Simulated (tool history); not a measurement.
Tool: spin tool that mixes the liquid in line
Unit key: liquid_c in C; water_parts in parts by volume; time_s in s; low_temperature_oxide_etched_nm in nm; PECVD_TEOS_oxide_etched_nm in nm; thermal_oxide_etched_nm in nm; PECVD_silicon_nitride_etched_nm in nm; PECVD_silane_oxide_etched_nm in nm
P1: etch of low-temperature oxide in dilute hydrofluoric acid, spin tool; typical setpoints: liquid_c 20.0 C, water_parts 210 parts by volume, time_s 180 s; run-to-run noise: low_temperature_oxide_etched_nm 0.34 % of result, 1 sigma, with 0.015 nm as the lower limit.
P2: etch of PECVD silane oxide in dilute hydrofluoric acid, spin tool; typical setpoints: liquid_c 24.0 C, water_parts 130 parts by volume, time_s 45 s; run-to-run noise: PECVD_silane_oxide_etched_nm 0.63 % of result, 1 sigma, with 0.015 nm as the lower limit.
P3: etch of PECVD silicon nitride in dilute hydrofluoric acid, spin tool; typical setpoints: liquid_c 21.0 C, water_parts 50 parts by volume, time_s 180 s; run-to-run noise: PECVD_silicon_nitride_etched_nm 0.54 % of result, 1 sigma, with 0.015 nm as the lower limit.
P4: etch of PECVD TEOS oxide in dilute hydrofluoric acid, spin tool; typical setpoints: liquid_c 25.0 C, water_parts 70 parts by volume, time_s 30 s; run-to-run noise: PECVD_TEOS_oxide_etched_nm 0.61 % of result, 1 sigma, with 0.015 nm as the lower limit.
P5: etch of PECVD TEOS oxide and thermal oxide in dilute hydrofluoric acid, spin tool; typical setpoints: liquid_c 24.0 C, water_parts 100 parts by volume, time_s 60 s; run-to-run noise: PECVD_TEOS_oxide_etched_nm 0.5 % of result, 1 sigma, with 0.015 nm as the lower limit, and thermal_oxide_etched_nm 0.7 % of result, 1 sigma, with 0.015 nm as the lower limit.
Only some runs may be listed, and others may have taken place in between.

| run | hour | process | liquid_c | water_parts | time_s | hours since the thermometer was replaced | hours since the hydrofluoric acid flow meter was replaced | low_temperature_oxide_etched_nm | PECVD_TEOS_oxide_etched_nm | thermal_oxide_etched_nm | PECVD_silicon_nitride_etched_nm | PECVD_silane_oxide_etched_nm |
|---|---|---|---|---|---|---|---|---|---|---|---|---|
| 1 | 3.2 | P1 | 20.0 | 210 | 180 | 503.4 | 573.1 | 11.8840 |  |  |  |  |
| 2 | 7.0 | P1 | 17.0 | 210 | 180 | 507.2 | 576.9 | 10.5310 |  |  |  |  |
| 3 | 11.0 | P5 | 24.0 | 100 | 60 | 511.2 | 580.9 |  | 10.8020 | 2.93380 |  |  |
| 4 | 15.0 | P3 | 17.0 | 50 | 180 | 515.2 | 584.9 |  |  |  | 7.8290 |  |
| 5 | 17.7 | P1 | 20.0 | 210 | 180 | 517.9 | 587.6 | 11.8590 |  |  |  |  |
| 6 | 21.6 | P2 | 24.0 | 130 | 45 | 521.8 | 591.5 |  |  |  |  | 5.0473 |
| 7 | 25.8 | P5 | 24.0 | 165 | 60 | 526.0 | 595.7 |  | 5.9699 | 1.65660 |  |  |
| 8 | 28.5 | P2 | 24.0 | 130 | 20 | 528.7 | 598.4 |  |  |  |  | 2.1989 |
| 9 | 31.8 | P1 | 20.0 | 210 | 85 | 532.0 | 601.7 | 5.6268 |  |  |  |  |
| 10 | 36.2 | P3 | 21.0 | 90 | 180 | 536.4 | 606.1 |  |  |  | 5.8155 |  |
| 11 | 40.2 | P2 | 24.0 | 180 | 45 | 540.4 | 610.1 |  |  |  |  | 3.4536 |
| 12 | 45.5 | P3 | 21.0 | 50 | 180 | 545.7 | 615.4 |  |  |  | 10.2840 |  |
| 13 | 48.8 | P3 | 21.0 | 50 | 275 | 549.0 | 618.7 |  |  |  | 15.7110 |  |
| 14 | 52.6 | P5 | 31.5 | 100 | 60 | 552.8 | 622.5 |  | 14.1740 | 3.91920 |  |  |
| 15 | 57.7 | P1 | 20.0 | 355 | 180 | 557.9 | 627.6 | 6.1148 |  |  |  |  |
| 16 | 61.8 | P4 | 25.0 | 125 | 30 | 562.0 | 631.7 |  | 2.8166 |  |  |  |
| 17 | 65.3 | P1 | 20.0 | 85 | 180 | 565.5 | 635.2 | 33.2070 |  |  |  |  |
| 18 | 71.1 | P1 | 25.5 | 210 | 180 | 571.3 | 641.0 | 14.6110 |  |  |  |  |
| 19 | 76.5 | P1 | 20.0 | 210 | 180 | 576.7 | 646.4 | 11.8280 |  |  |  |  |
| 20 | 81.6 | P1 | 20.0 | 210 | 180 | 581.8 | 651.5 | 11.8520 |  |  |  |  |
| 21 | 85.4 | P4 | 25.0 | 70 | 30 | 585.6 | 655.3 |  | 5.3725 |  |  |  |
| 22 | 88.2 | P1 | 20.0 | 210 | 180 | 588.4 | 658.1 | 11.8530 |  |  |  |  |
| 23 | 91.2 | P1 | 20.0 | 210 | 335 | 591.4 | 661.1 | 22.1250 |  |  |  |  |
| 24 | 95.6 | P2 | 24.0 | 130 | 45 | 595.8 | 665.5 |  |  |  |  | 5.0521 |
| 25 | 100.0 | P4 | 17.0 | 70 | 30 | 600.2 | 669.9 |  | 3.8727 |  |  |  |
| 26 | 105.8 | P2 | 17.0 | 130 | 45 | 606.0 | 675.7 |  |  |  |  | 3.7900 |
| 27 | 111.0 | P4 | 25.0 | 70 | 55 | 611.2 | 680.9 |  | 9.9249 |  |  |  |
| 28 | 116.6 | P1 | 17.0 | 295 | 180 | 616.8 | 686.5 | 6.9869 |  |  |  |  |
| 29 | 119.7 | P5 | 24.0 | 100 | 15 | 619.9 | 689.6 |  | 2.7065 | 0.70783 |  |  |
| 30 | 124.9 | P1 | 20.0 | 210 | 180 | 625.1 | 694.8 | 11.8560 |  |  |  |  |
| 31 | 129.8 | P1 | 20.0 | 210 | 180 | 630.0 | 699.7 | 11.3970 |  |  |  |  |
| 32 | 132.6 | P1 | 20.0 | 210 | 180 | 632.8 | 702.5 | 11.2450 |  |  |  |  |
| 33 | 136.2 | P1 | 20.0 | 210 | 180 | 636.4 | 706.1 | 11.1200 |  |  |  |  |
| 34 | 139.6 | P1 | 20.0 | 210 | 180 | 639.8 | 709.5 | 10.9990 |  |  |  |  |
| 35 | 143.7 | P1 | 20.0 | 210 | 180 | 643.9 | 713.6 | 10.8700 |  |  |  |  |
| 36 | 147.1 | P1 | 20.0 | 210 | 180 | 647.3 | 717.0 | 10.8790 |  |  |  |  |
| 37 | 152.7 | P1 | 20.0 | 210 | 180 | 652.9 | 722.6 | 10.8190 |  |  |  |  |
| 38 | 157.5 | P1 | 20.0 | 210 | 180 | 657.7 | 727.4 | 10.8350 |  |  |  |  |
| 39 | 162.9 | P1 | 20.0 | 210 | 180 | 663.1 | 732.8 | 10.7900 |  |  |  |  |

What P1 gives has crept off from where it sat before. The 2 causes that follow fit the log equally well, each at the size noted:
A: liquid colder than its thermometer reads (K) = 2.45
B: hydrofluoric acid flow below the setpoint (%) = 7.55
The gradual shift began around hour 124.9.

Of the 4 check runs listed below, each run on one wafer and each result written as a question mark, which would let you distinguish the listed causes because they would give clearly different results?
| check 1 | 168.3 | P4 | 17.5 | 115 | 30 |  |  |  | ? |  |  |  |
| check 2 | 168.3 | P2 | 24.0 | 130 | 25 |  |  |  |  |  |  | ? |
| check 3 | 168.3 | P5 | 30.5 | 100 | 60 |  |  |  | ? | ? |  |  |
| check 4 | 168.3 | P3 | 21.0 | 90 | 270 |  |  |  |  |  | ? |  |

If the cause were each of the candidates in turn, the checks would give the following:
| check | result | if A | if B |
|---|---|---|---|
| check 1 | PECVD_TEOS_oxide_etched_nm | 2.0723 | 2.1037 |
| check 2 | PECVD_silane_oxide_etched_nm | 2.5420 | 2.5552 |
| check 3 | PECVD_TEOS_oxide_etched_nm | 12.5350 | 12.5640 |
| check 3 | thermal_oxide_etched_nm | 3.41280 | 3.42080 |
| check 4 | PECVD_silicon_nitride_etched_nm | 7.3555 | 8.0557 |
Per-check spread between the two closest causes, in the result where they differ most: check 1 1.51 %; check 2 0.52 %; check 3 0.23 %; check 4 9.09 %
The other checks would show nearly matching results whichever cause is true, so check 4 is the only one that separates the causes.

Running check 4 produced the following: PECVD_silicon_nitride_etched_nm 8.0423 nm. Which one of the listed causes fits?

B is the cause: hydrofluoric acid flow below the setpoint (%).
